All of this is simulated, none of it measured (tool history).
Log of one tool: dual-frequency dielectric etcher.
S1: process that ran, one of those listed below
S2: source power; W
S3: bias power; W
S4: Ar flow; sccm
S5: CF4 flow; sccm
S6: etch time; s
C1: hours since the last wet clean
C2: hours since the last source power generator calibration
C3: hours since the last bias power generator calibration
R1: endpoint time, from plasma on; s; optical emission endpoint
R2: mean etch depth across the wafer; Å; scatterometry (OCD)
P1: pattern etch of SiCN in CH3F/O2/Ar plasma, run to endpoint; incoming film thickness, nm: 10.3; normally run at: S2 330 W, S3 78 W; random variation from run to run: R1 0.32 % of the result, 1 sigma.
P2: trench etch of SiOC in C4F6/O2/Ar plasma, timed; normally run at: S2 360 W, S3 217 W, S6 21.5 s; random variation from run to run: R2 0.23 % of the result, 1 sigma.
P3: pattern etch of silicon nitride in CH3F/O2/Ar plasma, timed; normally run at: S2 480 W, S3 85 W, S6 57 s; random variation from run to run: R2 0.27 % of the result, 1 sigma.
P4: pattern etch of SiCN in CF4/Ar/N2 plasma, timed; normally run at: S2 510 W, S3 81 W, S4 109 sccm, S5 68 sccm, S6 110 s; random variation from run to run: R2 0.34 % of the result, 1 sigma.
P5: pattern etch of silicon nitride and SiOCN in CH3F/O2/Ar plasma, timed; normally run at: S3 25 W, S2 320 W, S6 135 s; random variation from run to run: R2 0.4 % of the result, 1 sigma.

run     day  S1   S2   S3   S4  S5    S6     C1      C2     C3      R1      R2
  1   0.442  P1  330   78                 392.2  1023.5    601  28.486
  2   0.996  P4  510   63  109  68   110  405.5  1036.8  614.3          984.62
  3   1.242  P1  330   78                 411.4  1042.7  620.2    28.5
  4   1.525  P4  510   81  109  68  60.5  418.2  1049.5    627           592.8
  5   1.883  P5  320   25            135  426.8  1058.1  635.6          172.48
  6   2.217  P5  380   25            135  434.8  1066.1  643.6          185.01
  7   2.638  P3  480   85             57  444.9  1076.2  653.7          467.35
      3.008  -- source power generator calibrated
  8   3.083  P1  330   78                 455.6     1.8  664.4  28.372
  9   3.583  P5  320   25           87.5  467.6    13.8  676.4          112.77
 10   3.929  P2  360  217           21.5  475.9    22.1  684.7          453.88
 11   4.429  P1  380  107                 487.9    34.1  696.7  23.941
 12   4.712  P4  510   81  109  45   110  494.7    40.9  703.5          1004.5
 13   5.038  P4  510   81  130  68   110  502.5    48.7  711.3          1053.3
 14     5.5  P1  240   78                 513.6    59.8  722.4  32.083
 15   5.967  P5  320   25            135  524.8      71  733.6          173.52
 16   6.312  P3  480   52             57  533.1    79.3  741.9          399.06
 17   6.592  P4  400   81  109  68   110  539.8      86  748.6          868.35
 18   7.054  P2  360  147           21.5  550.9    97.1  759.7          400.38
      7.433  -- bias power generator calibrated
 19   7.458  P1  330   99                 560.6   106.8    0.6  25.886
 20   7.962  P2  230  217           21.5  572.7   118.9   12.7          381.69
 21   8.212  P3  360   85             57  578.7   124.9   18.7          418.54
 22   8.725  P2  360  217           27.5    591   137.2     31          578.13
 23   8.988  P5  320   31            135  597.3   143.5   37.3          192.16
 24     9.4  P1  330   78                 607.2   153.4   47.2  28.278
 25   9.662  P3  480   85           75.5  613.5   159.7   53.5          617.02
 26  10.062  P1  330   62                 623.1   169.3   63.1  30.789
 27  10.371  P4  510   81  109  68   110  630.5   176.7   70.5          1079.5
 28  10.896  P1  450   78                 643.1   189.3   83.1  25.118
 29  11.171  P1  330   78                 649.7   195.9   89.7  28.346
 30  11.712  P3  480   85             57  662.7   208.9  102.7          467.54
 31  12.167  P1  330   78                 673.6   219.8  113.6  28.229
 32  12.608  P1  330   78                 684.2   230.4  124.2  28.503
 33  13.012  P1  330   78                 693.9   240.1  133.9  28.298
 34  13.425  P1  330   78                 703.8     250  143.8  28.248
      13.95  -- wet clean of the chamber
 35  13.975  P1  330   78                   0.6   263.2    157  28.011
 36  14.238  P1  330   78                   6.9   269.5  163.3  28.113

Forecast run 37:
 37  14.758  P1  330  78              19.4  282  175.8   ?

R1: 27.968 s

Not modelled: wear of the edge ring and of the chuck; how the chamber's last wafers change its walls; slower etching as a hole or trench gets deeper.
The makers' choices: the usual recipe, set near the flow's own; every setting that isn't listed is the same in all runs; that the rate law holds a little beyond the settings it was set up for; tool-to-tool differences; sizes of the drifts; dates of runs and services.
